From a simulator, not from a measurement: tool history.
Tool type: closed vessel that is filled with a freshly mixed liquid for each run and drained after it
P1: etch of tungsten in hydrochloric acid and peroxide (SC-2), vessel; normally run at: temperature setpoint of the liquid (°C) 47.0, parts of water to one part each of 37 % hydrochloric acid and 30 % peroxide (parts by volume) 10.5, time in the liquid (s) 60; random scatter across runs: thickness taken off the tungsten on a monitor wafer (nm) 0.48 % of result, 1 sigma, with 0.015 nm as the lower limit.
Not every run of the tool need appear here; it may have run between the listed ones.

run  hour  temperature setpoint of the liquid (°C)  parts of water to one part each of 37 % hydrochloric acid and 30 % peroxide (parts by volume)  time in the liquid (s)  hours since the thermometer was replaced  hours since the chemicals flow meter was replaced  hours since the drum of peroxide was connected  thickness taken off the tungsten on a monitor wafer (nm)
  1   4.7                                     47.0                                                                                           10.5                      60                                     485.8                                              226.2                                           366.2                                                   15.6980
  2   8.9                                     47.0                                                                                           10.5                      60                                     490.0                                              230.4                                           370.4                                                   15.7220
  3  11.5                                     47.0                                                                                           10.5                     105                                     492.6                                              233.0                                           373.0                                                   27.9320
  4  15.4                                     37.0                                                                                           10.5                     110                                     496.5                                              236.9                                           376.9                                                   14.4500
  5  20.6                                     47.0                                                                                           10.5                      60                                     501.7                                              242.1                                           382.1                                                   15.8180
     25.7  -- thermometer replaced
  6  25.9                                     38.5                                                                                           10.5                      35                                       0.2                                              247.4                                           387.4                                                    5.0661
  7  30.0                                     47.0                                                                                           10.5                      60                                       4.3                                              251.5                                           391.5                                                   15.7920
  8  35.6                                     47.0                                                                                           10.5                      60                                       9.9                                              257.1                                           397.1                                                   16.0390
  9  40.8                                     59.5                                                                                           10.5                      60                                      15.1                                              262.3                                           402.3                                                   35.7840
 10  43.9                                     47.0                                                                                           10.5                      60                                      18.2                                              265.4                                           405.4                                                   15.8210
 11  49.5                                     47.0                                                                                           10.5                      30                                      23.8                                              271.0                                           411.0                                                    7.8800
 12  52.9                                     47.0                                                                                            4.0                      60                                      27.2                                              274.4                                           414.4                                                   32.9360

Forecast run 13:
 13  56.9                                     35.0                                                                                           10.5                      60                                      31.2                                              278.4                                           418.4                                                         ?

{"run 13": {"thickness taken off the tungsten on a monitor wafer (nm)": 6.7817}}
